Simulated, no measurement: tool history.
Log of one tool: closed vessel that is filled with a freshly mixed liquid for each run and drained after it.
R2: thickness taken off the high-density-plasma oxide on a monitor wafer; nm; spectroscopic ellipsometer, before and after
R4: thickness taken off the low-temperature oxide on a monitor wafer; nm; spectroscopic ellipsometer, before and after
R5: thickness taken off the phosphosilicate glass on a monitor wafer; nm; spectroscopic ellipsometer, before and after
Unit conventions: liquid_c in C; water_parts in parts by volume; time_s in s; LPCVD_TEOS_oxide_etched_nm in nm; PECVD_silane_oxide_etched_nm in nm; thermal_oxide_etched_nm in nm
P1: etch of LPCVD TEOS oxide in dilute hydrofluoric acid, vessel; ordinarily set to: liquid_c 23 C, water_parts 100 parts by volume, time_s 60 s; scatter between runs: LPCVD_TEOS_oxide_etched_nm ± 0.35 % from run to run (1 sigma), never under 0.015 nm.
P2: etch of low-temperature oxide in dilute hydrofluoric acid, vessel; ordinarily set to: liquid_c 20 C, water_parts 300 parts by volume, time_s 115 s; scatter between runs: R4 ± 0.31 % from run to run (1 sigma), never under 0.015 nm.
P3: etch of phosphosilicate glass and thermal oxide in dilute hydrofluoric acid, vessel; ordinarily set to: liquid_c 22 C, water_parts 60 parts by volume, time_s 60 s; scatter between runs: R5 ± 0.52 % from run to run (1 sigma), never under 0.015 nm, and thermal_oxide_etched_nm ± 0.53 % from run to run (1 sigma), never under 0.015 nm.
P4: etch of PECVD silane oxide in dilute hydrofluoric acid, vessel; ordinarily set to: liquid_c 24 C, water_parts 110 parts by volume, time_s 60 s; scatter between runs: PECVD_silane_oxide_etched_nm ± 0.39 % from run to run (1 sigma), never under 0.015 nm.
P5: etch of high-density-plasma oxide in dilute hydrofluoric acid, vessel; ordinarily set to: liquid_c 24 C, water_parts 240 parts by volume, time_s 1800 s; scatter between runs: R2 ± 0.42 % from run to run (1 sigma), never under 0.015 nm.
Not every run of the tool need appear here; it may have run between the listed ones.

Run 1, hour 8.9: process P1, liquid_c 23 C, water_parts 100 parts by volume, time_s 60 s. Result: LPCVD_TEOS_oxide_etched_nm 33.096 nm.
Run 2, hour 14.7: process P1, liquid_c 23 C, water_parts 100 parts by volume, time_s 60 s. Result: LPCVD_TEOS_oxide_etched_nm 33.265 nm.
Run 3, hour 21.4: process P1, liquid_c 23 C, water_parts 100 parts by volume, time_s 60 s. Result: LPCVD_TEOS_oxide_etched_nm 33.159 nm.
Run 4, hour 26.8: process P5, liquid_c 20 C, water_parts 240 parts by volume, time_s 1800 s. Result: R2 27.524 nm.
Run 5, hour 33.6: process P4, liquid_c 24 C, water_parts 110 parts by volume, time_s 60 s. Result: PECVD_silane_oxide_etched_nm 17.995 nm.
Run 6, hour 38.2: process P1, liquid_c 23 C, water_parts 40 parts by volume, time_s 60 s. Result: LPCVD_TEOS_oxide_etched_nm 89.161 nm.
Run 7, hour 48.1: process P1, liquid_c 23 C, water_parts 100 parts by volume, time_s 60 s. Result: LPCVD_TEOS_oxide_etched_nm 33.13 nm.
Run 8, hour 54.2: process P1, liquid_c 23 C, water_parts 100 parts by volume, time_s 60 s. Result: LPCVD_TEOS_oxide_etched_nm 32.954 nm.
Run 9, hour 60.3: process P5, liquid_c 24 C, water_parts 240 parts by volume, time_s 1800 s. Result: R2 31.908 nm.
Run 10, hour 64.7: process P5, liquid_c 24 C, water_parts 435 parts by volume, time_s 1800 s. Result: R2 14.702 nm.
Run 11, hour 74.3: process P1, liquid_c 19 C, water_parts 100 parts by volume, time_s 60 s. Result: LPCVD_TEOS_oxide_etched_nm 28.259 nm.
Run 12, hour 78.7: process P4, liquid_c 24 C, water_parts 110 parts by volume, time_s 95 s. Result: PECVD_silane_oxide_etched_nm 28.339 nm.
Run 13, hour 87.6: process P2, liquid_c 17 C, water_parts 300 parts by volume, time_s 115 s. Result: R4 6.54 nm.
Run 14, hour 96.1: process P3, liquid_c 22 C, water_parts 60 parts by volume, time_s 95 s. Result: R5 146.66 nm, thermal_oxide_etched_nm 7.3419 nm.
Run 15, hour 104.5: process P3, liquid_c 22 C, water_parts 105 parts by volume, time_s 60 s. Result: R5 50.397 nm, thermal_oxide_etched_nm 2.5166 nm.
Run 16, hour 113.5: process P1, liquid_c 23 C, water_parts 100 parts by volume, time_s 60 s. Result: LPCVD_TEOS_oxide_etched_nm 33.171 nm.
Run 17, hour 120.1: process P2, liquid_c 20 C, water_parts 170 parts by volume, time_s 115 s. Result: R4 14.554 nm.
Run 18, hour 128.4: process P4, liquid_c 31 C, water_parts 110 parts by volume, time_s 60 s. Result: PECVD_silane_oxide_etched_nm 23.353 nm.
Run 19, hour 136.5: process P1, liquid_c 17 C, water_parts 160 parts by volume, time_s 60 s. Result: LPCVD_TEOS_oxide_etched_nm 15.26 nm.
Run 20, hour 144: process P4, liquid_c 24 C, water_parts 110 parts by volume, time_s 60 s. Result: PECVD_silane_oxide_etched_nm 17.799 nm.
Run 21, hour 153.3: process P1, liquid_c 23 C, water_parts 140 parts by volume, time_s 60 s. Result: LPCVD_TEOS_oxide_etched_nm 22.547 nm.
Run 22, hour 158.4: process P3, liquid_c 22 C, water_parts 60 parts by volume, time_s 60 s. Result: R5 92.945 nm, thermal_oxide_etched_nm 4.5832 nm.
Run 23, hour 168.2: process P2, liquid_c 20 C, water_parts 300 parts by volume, time_s 30 s. Result: R4 1.8941 nm.
Run 24, hour 173.2: process P1, liquid_c 31 C, water_parts 60 parts by volume, time_s 60 s. Result: LPCVD_TEOS_oxide_etched_nm 79.941 nm.
Run 25, hour 178.7: process P2, liquid_c 20 C, water_parts 300 parts by volume, time_s 115 s. Result: R4 7.281 nm.
Run 26, hour 187.1: process P5, liquid_c 24 C, water_parts 240 parts by volume, time_s 2585 s. Result: R2 46.026 nm.
Run 27, hour 192.3: process P3, liquid_c 30.5 C, water_parts 60 parts by volume, time_s 60 s. Result: R5 130.15 nm, thermal_oxide_etched_nm 6.4881 nm.
Run 28, hour 202.2: process P1, liquid_c 27 C, water_parts 100 parts by volume, time_s 60 s. Result: LPCVD_TEOS_oxide_etched_nm 38.681 nm.
At hour 205.4: hydrofluoric acid flow meter replaced.
Run 29, hour 207.6: process P4, liquid_c 24 C, water_parts 160 parts by volume, time_s 60 s. Result: PECVD_silane_oxide_etched_nm 11.612 nm.
Run 30, hour 214.2: process P1, liquid_c 23 C, water_parts 100 parts by volume, time_s 95 s. Result: LPCVD_TEOS_oxide_etched_nm 52.201 nm.
Run 31, hour 222.9: process P1, liquid_c 23 C, water_parts 100 parts by volume, time_s 30 s. Result: LPCVD_TEOS_oxide_etched_nm 16.529 nm.
Run 32, hour 231.8: process P1, liquid_c 23 C, water_parts 100 parts by volume, time_s 60 s. Result: LPCVD_TEOS_oxide_etched_nm 33.003 nm.
Run 33, hour 237.8: process P1, liquid_c 23 C, water_parts 100 parts by volume, time_s 60 s. Result: LPCVD_TEOS_oxide_etched_nm 32.465 nm.
Run 34, hour 244: process P1, liquid_c 23 C, water_parts 100 parts by volume, time_s 60 s. Result: LPCVD_TEOS_oxide_etched_nm 31.72 nm.
Run 35, hour 252: process P1, liquid_c 23 C, water_parts 100 parts by volume, time_s 60 s. Result: LPCVD_TEOS_oxide_etched_nm 31.423 nm.
Run 36, hour 260.4: process P1, liquid_c 23 C, water_parts 100 parts by volume, time_s 60 s. Result: LPCVD_TEOS_oxide_etched_nm 31.138 nm.
Run 37, hour 265.2: process P1, liquid_c 23 C, water_parts 100 parts by volume, time_s 60 s. Result: LPCVD_TEOS_oxide_etched_nm 31.046 nm.
Run 38, hour 274.1: process P1, liquid_c 23 C, water_parts 100 parts by volume, time_s 60 s. Result: LPCVD_TEOS_oxide_etched_nm 30.852 nm.
Run 39, hour 282.9: process P1, liquid_c 23 C, water_parts 100 parts by volume, time_s 60 s. Result: LPCVD_TEOS_oxide_etched_nm 30.737 nm.
Run 40, hour 292.6: process P1, liquid_c 23 C, water_parts 100 parts by volume, time_s 60 s. Result: LPCVD_TEOS_oxide_etched_nm 30.753 nm.
Run 41, hour 298.8: process P1, liquid_c 23 C, water_parts 100 parts by volume, time_s 60 s. Result: LPCVD_TEOS_oxide_etched_nm 30.723 nm.

What P1 gives has crept off from where it sat before. The 2 causes that follow fit the log equally well, each at the size noted:
A: liquid colder than its thermometer reads (K) = 1.99
B: hydrofluoric acid flow below the setpoint (%) = 6.9
Creep in the process output first set in at about hour 231.8.

Consider the 4 single-wafer check runs listed below, results given as question marks: which one distinguishes between the causes by giving clearly different results for each?
Run check 1, hour 305: process P3, liquid_c 27.5 C, water_parts 60 parts by volume, time_s 90 s. Result: R5 ?, thermal_oxide_etched_nm ?.
Run check 2, hour 305: process P5, liquid_c 24 C, water_parts 410 parts by volume, time_s 1800 s. Result: R2 ?.
Run check 3, hour 305: process P4, liquid_c 29 C, water_parts 110 parts by volume, time_s 60 s. Result: PECVD_silane_oxide_etched_nm ?.
Run check 4, hour 305: process P2, liquid_c 20 C, water_parts 195 parts by volume, time_s 45 s. Result: R4 ?.

Check results expected under each cause:
  check                        result    if A    if B
check 1                            R5   161.6  161.89
check 1       thermal_oxide_etched_nm  8.0008  8.0148
check 2                            R2  14.929  14.455
check 3  PECVD_silane_oxide_etched_nm  20.024  19.883
check 4                            R4  4.4854  4.4508
Minimum pairwise separation of causes per check, each pair taken at its best-separating result: check 1 0.17 %; check 2 3.23 %; check 3 0.71 %; check 4 0.77 %
Check 2 tells the causes apart: in the others they would give nearly the same result.

With check 2 done, the readings were: R2 14.359 nm. Identify which of the listed causes applies.

It is B: hydrofluoric acid flow below the setpoint (%).

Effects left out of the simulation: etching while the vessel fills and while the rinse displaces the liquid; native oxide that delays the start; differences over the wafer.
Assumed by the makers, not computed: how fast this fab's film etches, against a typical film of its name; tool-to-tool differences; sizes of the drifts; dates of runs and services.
